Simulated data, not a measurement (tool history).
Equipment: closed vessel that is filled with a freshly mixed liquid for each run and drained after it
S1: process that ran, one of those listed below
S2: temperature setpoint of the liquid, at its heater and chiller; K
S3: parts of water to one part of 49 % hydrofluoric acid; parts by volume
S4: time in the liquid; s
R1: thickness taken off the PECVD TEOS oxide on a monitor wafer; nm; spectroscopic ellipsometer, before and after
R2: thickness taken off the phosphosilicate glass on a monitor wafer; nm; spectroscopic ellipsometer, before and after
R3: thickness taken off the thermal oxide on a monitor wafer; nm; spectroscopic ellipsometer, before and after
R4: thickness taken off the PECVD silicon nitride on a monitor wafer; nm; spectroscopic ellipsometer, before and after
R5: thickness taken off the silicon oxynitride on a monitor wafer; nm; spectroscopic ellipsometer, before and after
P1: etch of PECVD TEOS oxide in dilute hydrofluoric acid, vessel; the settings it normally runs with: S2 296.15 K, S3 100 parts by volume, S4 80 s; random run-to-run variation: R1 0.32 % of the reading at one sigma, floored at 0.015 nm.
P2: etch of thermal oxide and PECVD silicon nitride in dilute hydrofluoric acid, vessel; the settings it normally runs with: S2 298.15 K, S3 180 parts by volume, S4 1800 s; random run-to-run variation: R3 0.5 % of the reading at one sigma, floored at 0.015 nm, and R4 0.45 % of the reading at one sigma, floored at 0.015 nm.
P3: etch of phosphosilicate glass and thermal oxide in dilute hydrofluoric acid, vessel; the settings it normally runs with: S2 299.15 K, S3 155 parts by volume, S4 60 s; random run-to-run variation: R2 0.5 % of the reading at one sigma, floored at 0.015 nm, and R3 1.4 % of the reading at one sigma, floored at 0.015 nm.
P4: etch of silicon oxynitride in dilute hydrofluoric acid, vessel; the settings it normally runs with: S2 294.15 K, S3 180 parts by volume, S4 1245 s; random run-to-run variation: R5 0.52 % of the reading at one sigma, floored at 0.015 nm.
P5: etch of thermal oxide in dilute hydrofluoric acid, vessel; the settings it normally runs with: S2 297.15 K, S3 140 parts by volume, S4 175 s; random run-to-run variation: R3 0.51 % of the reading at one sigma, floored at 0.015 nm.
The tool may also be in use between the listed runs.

{"run": 1, "hour": 4.0, "S1": "P1", "S2": 296.15, "S3": 100, "S4": 80, "R1": 9.6597}
{"run": 2, "hour": 8.5, "S1": "P3", "S2": 294.15, "S3": 155, "S4": 60, "R2": 66.008, "R3": 1.6028}
{"run": 3, "hour": 12.2, "S1": "P2", "S2": 298.15, "S3": 180, "S4": 870, "R3": 20.764, "R4": 9.1745}
{"run": 4, "hour": 16.1, "S1": "P3", "S2": 299.15, "S3": 20, "S4": 60, "R2": 735.96, "R3": 17.882}
{"run": 5, "hour": 23.1, "S1": "P2", "S2": 302.65, "S3": 180, "S4": 1800, "R3": 50.759, "R4": 24.802}
{"run": 6, "hour": 29.1, "S1": "P3", "S2": 299.15, "S3": 155, "S4": 60, "R2": 79.826, "R3": 1.9844}
{"run": 7, "hour": 33.8, "S1": "P5", "S2": 297.15, "S3": 140, "S4": 175, "R3": 5.4424}
{"run": 8, "hour": 37.4, "S1": "P4", "S2": 298.65, "S3": 180, "S4": 1245, "R5": 15.458}
{"run": 9, "hour": 42.9, "S1": "P1", "S2": 296.15, "S3": 100, "S4": 30, "R1": 3.6252}
{"run": 10, "hour": 48.0, "S1": "P2", "S2": 298.15, "S3": 180, "S4": 1800, "R3": 43.211, "R4": 18.788}
{"run": 11, "hour": 55.2, "S1": "P1", "S2": 296.15, "S3": 100, "S4": 140, "R1": 16.946}
{"run": 12, "hour": 61.0, "S1": "P3", "S2": 299.15, "S3": 155, "S4": 60, "R2": 78.906, "R3": 1.8976}
{"run": 13, "hour": 67.2, "S1": "P5", "S2": 290.15, "S3": 140, "S4": 175, "R3": 4.1728}
{"run": 14, "hour": 71.5, "S1": "P2", "S2": 298.15, "S3": 180, "S4": 1800, "R3": 43.203, "R4": 18.95}
{"run": 15, "hour": 78.6, "S1": "P5", "S2": 297.15, "S3": 240, "S4": 175, "R3": 2.8817}
{"run": 16, "hour": 84.2, "S1": "P1", "S2": 290.15, "S3": 100, "S4": 80, "R1": 7.5335}
{"run": 17, "hour": 88.4, "S1": "P1", "S2": 299.65, "S3": 65, "S4": 80, "R1": 17.802}
{"run": 18, "hour": 95.9, "S1": "P4", "S2": 294.15, "S3": 285, "S4": 1245, "R5": 7.3878}
{"run": 19, "hour": 101.6, "S1": "P1", "S2": 300.15, "S3": 160, "S4": 80, "R1": 6.5688}
{"run": 20, "hour": 107.1, "S1": "P4", "S2": 294.15, "S3": 180, "S4": 1245, "R5": 12.614}
{"run": 21, "hour": 113.9, "S1": "P1", "S2": 296.15, "S3": 100, "S4": 80, "R1": 9.7496}
{"run": 22, "hour": 119.2, "S1": "P1", "S2": 300.65, "S3": 160, "S4": 80, "R1": 6.704}
{"run": 23, "hour": 125.6, "S1": "P4", "S2": 294.15, "S3": 180, "S4": 2255, "R5": 22.674}
{"run": 24, "hour": 130.5, "S1": "P1", "S2": 296.15, "S3": 30, "S4": 80, "R1": 35.027}
{"run": 25, "hour": 135.6, "S1": "P1", "S2": 296.15, "S3": 180, "S4": 80, "R1": 4.917}
{"run": 26, "hour": 140.7, "S1": "P1", "S2": 296.15, "S3": 100, "S4": 80, "R1": 9.625}
{"run": 27, "hour": 145.0, "S1": "P3", "S2": 299.15, "S3": 155, "S4": 115, "R2": 153.72, "R3": 3.7315}
{"run": 28, "hour": 148.4, "S1": "P1", "S2": 301.65, "S3": 100, "S4": 80, "R1": 11.976}
{"run": 29, "hour": 152.7, "S1": "P5", "S2": 297.15, "S3": 140, "S4": 290, "R3": 9.1469}
{"run": 30, "hour": 157.7, "S1": "P2", "S2": 298.15, "S3": 35, "S4": 1800, "R3": 265.02, "R4": 94.513}

Predict the results of run 31:
{"run": 31, "hour": 164.8, "S1": "P5", "S2": 297.15, "S3": 140, "S4": 175, "R3": "?"}

{"run 31": {"R3": 5.5415}}
